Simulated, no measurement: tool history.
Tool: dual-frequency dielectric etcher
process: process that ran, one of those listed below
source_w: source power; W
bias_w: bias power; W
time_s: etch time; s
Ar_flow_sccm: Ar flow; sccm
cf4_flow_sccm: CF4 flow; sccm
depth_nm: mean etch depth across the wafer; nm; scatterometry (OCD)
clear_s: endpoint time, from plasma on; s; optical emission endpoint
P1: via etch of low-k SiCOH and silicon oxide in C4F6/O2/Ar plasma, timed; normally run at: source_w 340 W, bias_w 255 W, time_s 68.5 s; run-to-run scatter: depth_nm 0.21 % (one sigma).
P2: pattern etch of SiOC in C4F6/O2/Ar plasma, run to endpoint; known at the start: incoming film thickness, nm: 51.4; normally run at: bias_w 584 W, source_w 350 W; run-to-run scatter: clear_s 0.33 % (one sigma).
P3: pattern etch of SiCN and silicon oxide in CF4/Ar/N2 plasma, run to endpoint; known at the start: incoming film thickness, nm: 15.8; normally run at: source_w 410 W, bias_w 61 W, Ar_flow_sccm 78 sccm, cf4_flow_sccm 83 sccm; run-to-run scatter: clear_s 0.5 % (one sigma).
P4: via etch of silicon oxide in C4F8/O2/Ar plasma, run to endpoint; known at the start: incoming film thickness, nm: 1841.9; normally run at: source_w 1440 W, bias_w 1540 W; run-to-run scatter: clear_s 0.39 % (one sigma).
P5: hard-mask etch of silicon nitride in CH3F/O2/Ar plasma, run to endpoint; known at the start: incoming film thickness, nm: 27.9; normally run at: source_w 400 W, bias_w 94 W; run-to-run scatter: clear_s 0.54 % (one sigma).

| run | day | process | source_w | bias_w | time_s | Ar_flow_sccm | cf4_flow_sccm | hours since the last wet clean | hours since the last source power generator calibration | hours since the last bias power generator calibration | depth_nm | clear_s |
|---|---|---|---|---|---|---|---|---|---|---|---|---|
| 1 | 0.479 | P1 | 340 | 255 | 68.5 |  |  | 121.6 | 1903.2 | 2124.6 | 192.74 |  |
| 2 | 0.833 | P1 | 340 | 154 | 91 |  |  | 130.1 | 1911.7 | 2133.1 | 216.69 |  |
| 3 | 1.283 | P1 | 340 | 307 | 88.5 |  |  | 140.9 | 1922.5 | 2143.9 | 264.58 |  |
| 4 | 1.517 | P5 | 400 | 94 |  |  |  | 146.5 | 1928.1 | 2149.5 |  | 35.916 |
| 5 | 1.925 | P3 | 410 | 61 |  | 78 | 117 | 156.3 | 1937.9 | 2159.3 |  | 18.579 |
| 6 | 2.433 | P4 | 1440 | 1149 |  |  |  | 168.5 | 1950.1 | 2171.5 |  | 477.1 |
| 7 | 2.796 | P1 | 340 | 315 | 68.5 |  |  | 177.2 | 1958.8 | 2180.2 | 207.04 |  |
| 8 | 3.042 | P3 | 280 | 61 |  | 78 | 83 | 183.1 | 1964.7 | 2186.1 |  | 27.332 |
| 9 | 3.421 | P5 | 500 | 94 |  |  |  | 192.2 | 1973.8 | 2195.2 |  | 33.07 |
| 10 | 3.942 | P4 | 880 | 1540 |  |  |  | 204.7 | 1986.3 | 2207.7 |  | 542.19 |
| 11 | 4.288 | P3 | 410 | 61 |  | 78 | 83 | 213 | 1994.6 | 2216 |  | 19.554 |
| 12 | 4.717 | P1 | 340 | 255 | 45.5 |  |  | 223.3 | 2004.9 | 2226.3 | 128.32 |  |
| 13 | 4.996 | P1 | 340 | 255 | 68.5 |  |  | 230 | 2011.6 | 2233 | 193.17 |  |
| 14 | 5.275 | P5 | 400 | 94 |  |  |  | 236.7 | 2018.3 | 2239.7 |  | 35.956 |
| 15 | 5.792 | P3 | 410 | 81 |  | 78 | 83 | 249.1 | 2030.7 | 2252.1 |  | 17.88 |
| 16 | 6.042 | P1 | 220 | 255 | 68.5 |  |  | 255.1 | 2036.7 | 2258.1 | 164 |  |
| 17 | 6.512 | P4 | 1440 | 1540 |  |  |  | 266.4 | 2048 | 2269.4 |  | 444.93 |
| 18 | 6.912 | P2 | 220 | 584 |  |  |  | 276 | 2057.6 | 2279 |  | 19.968 |
| 19 | 7.421 | P1 | 340 | 255 | 68.5 |  |  | 288.2 | 2069.8 | 2291.2 | 192.78 |  |
| 20 | 7.829 | P1 | 440 | 255 | 68.5 |  |  | 298 | 2079.6 | 2301 | 212.5 |  |
| 21 | 8.346 | P2 | 350 | 584 |  |  |  | 310.4 | 2092 | 2313.4 |  | 16.901 |
| 22 | 8.638 | P3 | 410 | 61 |  | 78 | 83 | 317.4 | 2099 | 2320.4 |  | 19.599 |
| 23 | 8.917 | P1 | 340 | 161 | 68.5 |  |  | 324.1 | 2105.7 | 2327.1 | 165.38 |  |
| 24 | 9.367 | P3 | 410 | 61 |  | 109 | 83 | 334.9 | 2116.5 | 2337.9 |  | 20.264 |
| 25 | 9.675 | P1 | 240 | 255 | 95.5 |  |  | 342.3 | 2123.9 | 2345.3 | 235.18 |  |
| 26 | 10.004 | P1 | 340 | 255 | 99.5 |  |  | 350.2 | 2131.8 | 2353.2 | 280.24 |  |
| 27 | 10.338 | P2 | 350 | 781 |  |  |  | 358.2 | 2139.8 | 2361.2 |  | 15.044 |
| 28 | 10.642 | P1 | 340 | 255 | 68.5 |  |  | 365.5 | 2147.1 | 2368.5 | 192.28 |  |
| 29 | 10.908 | P1 | 340 | 255 | 68.5 |  |  | 371.9 | 2153.5 | 2374.9 | 193.58 |  |
| 30 | 11.179 | P5 | 400 | 122 |  |  |  | 378.4 | 2160 | 2381.4 |  | 32.449 |
| 31 | 11.483 | P1 | 340 | 255 | 68.5 |  |  | 385.7 | 2167.3 | 2388.7 | 192.88 |  |
| 32 | 11.975 | P1 | 340 | 255 | 68.5 |  |  | 397.5 | 2179.1 | 2400.5 | 194.36 |  |
| 33 | 12.279 | P1 | 340 | 255 | 68.5 |  |  | 404.8 | 2186.4 | 2407.8 | 194.33 |  |
| 34 | 12.542 | P1 | 340 | 255 | 68.5 |  |  | 411.1 | 2192.7 | 2414.1 | 194.98 |  |
| 35 | 13.058 | P1 | 340 | 255 | 68.5 |  |  | 423.5 | 2205.1 | 2426.5 | 194.93 |  |
|  | 13.217 | wet clean of the chamber |
| 36 | 13.562 | P1 | 340 | 255 | 68.5 |  |  | 8.4 | 2217.2 | 2438.6 | 195.17 |  |
| 37 | 14.042 | P1 | 340 | 255 | 68.5 |  |  | 19.9 | 2228.7 | 2450.1 | 195.44 |  |
| 38 | 14.475 | P1 | 340 | 255 | 68.5 |  |  | 30.3 | 2239.1 | 2460.5 | 195.82 |  |
| 39 | 14.742 | P1 | 340 | 255 | 68.5 |  |  | 36.7 | 2245.5 | 2466.9 | 195.56 |  |
| 40 | 15.183 | P1 | 340 | 255 | 68.5 |  |  | 47.3 | 2256.1 | 2477.5 | 196.21 |  |
| 41 | 15.688 | P1 | 340 | 255 | 68.5 |  |  | 59.4 | 2268.2 | 2489.6 | 195.75 |  |
| 42 | 16.075 | P1 | 340 | 255 | 68.5 |  |  | 68.7 | 2277.5 | 2498.9 | 195.84 |  |

What P1 gives has crept away from where it was. These 2 causes fit the log equally well, each at the size given:
A: bias power that arrives over what is set, % = 4.73
B: source power that arrives over what is set, % = 4.27
The creep began at about day 11.483.
Why every other cause is out:
chamber walls in a state that raises the etch rate, %: serviced at day 13.217, which brought nothing back

4 check runs are offered, each on 3 wafers whose results are averaged, their results left as question marks. Which one tells the causes apart?
| check 1 | 16.462 | P3 | 410 | 78 |  | 78 | 83 |  |  |  |  | ? |
| check 2 | 16.462 | P2 | 300 | 778 |  |  |  |  |  |  |  | ? |
| check 3 | 16.462 | P5 | 400 | 113 |  |  |  |  |  |  |  | ? |
| check 4 | 16.462 | P4 | 1120 | 1540 |  |  |  |  |  |  |  | ? |

What each check would give under each cause:
| check | result | if A | if B |
|---|---|---|---|
| check 1 | clear_s | 17.713 | 17.33 |
| check 2 | clear_s | 15.636 | 15.69 |
| check 3 | clear_s | 32.949 | 33.012 |
| check 4 | clear_s | 486.94 | 485.16 |
How far apart the two closest causes lie, in the result that separates them most: check 1 2.19 %; check 2 0.34 %; check 3 0.19 %; check 4 0.37 %
Only check 1 tells the causes apart: in the others they would give nearly the same result.

Check 1 was then run and gave: clear_s 17.275 s. Which cause is it?

It is B: source power that arrives over what is set, %.
